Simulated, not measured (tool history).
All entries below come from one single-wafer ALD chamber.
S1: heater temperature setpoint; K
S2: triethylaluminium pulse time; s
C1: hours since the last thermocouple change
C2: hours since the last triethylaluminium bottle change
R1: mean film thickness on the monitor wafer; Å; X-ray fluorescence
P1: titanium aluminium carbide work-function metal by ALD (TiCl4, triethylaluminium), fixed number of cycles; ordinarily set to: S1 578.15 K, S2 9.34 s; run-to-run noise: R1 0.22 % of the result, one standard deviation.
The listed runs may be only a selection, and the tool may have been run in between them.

| run | hour | S1 | S2 | C1 | C2 | R1 |
|---|---|---|---|---|---|---|
| 1 | 4.5 | 578.15 | 9.34 | 1278.8 | 534 | 19.969 |
| 2 | 10.7 | 578.15 | 9.34 | 1285 | 540.2 | 19.924 |
| 3 | 14.8 | 578.15 | 9.34 | 1289.1 | 544.3 | 20.057 |
| 4 | 19.9 | 578.15 | 15.01 | 1294.2 | 549.4 | 20.567 |
| 5 | 26.7 | 554.15 | 9.34 | 1301 | 556.2 | 17.88 |
|  | 30.8 | triethylaluminium bottle replaced |
| 6 | 31.3 | 558.15 | 13.64 | 1305.6 | 0.6 | 18.791 |
| 7 | 36.9 | 578.15 | 3.95 | 1311.2 | 6.2 | 15.468 |
| 8 | 41.9 | 593.15 | 13.17 | 1316.2 | 11.2 | 21.783 |
| 9 | 45.5 | 578.15 | 9.34 | 1319.8 | 14.8 | 19.888 |
| 10 | 51.6 | 594.15 | 9.34 | 1325.9 | 20.9 | 21.361 |
| 11 | 58.7 | 578.15 | 9.34 | 1333 | 28 | 19.907 |
| 12 | 62.4 | 578.15 | 9.34 | 1336.7 | 31.7 | 20.004 |
| 13 | 68.3 | 578.15 | 9.34 | 1342.6 | 37.6 | 19.968 |
| 14 | 72 | 578.15 | 9.34 | 1346.3 | 41.3 | 19.772 |
| 15 | 76.4 | 578.15 | 9.34 | 1350.7 | 45.7 | 19.814 |
| 16 | 83.2 | 578.15 | 9.34 | 1357.5 | 52.5 | 19.741 |
| 17 | 86.4 | 578.15 | 9.34 | 1360.7 | 55.7 | 19.596 |
| 18 | 92.1 | 578.15 | 9.34 | 1366.4 | 61.4 | 19.576 |
| 19 | 96.9 | 578.15 | 9.34 | 1371.2 | 66.2 | 19.665 |
| 20 | 102.9 | 578.15 | 9.34 | 1377.2 | 72.2 | 19.511 |
| 21 | 107.6 | 578.15 | 9.34 | 1381.9 | 76.9 | 19.522 |

For run 22, what comes out?
| 22 | 114.7 | 578.15 | 9.34 | 1389 | 84 | ? |

R1: 19.535 Å
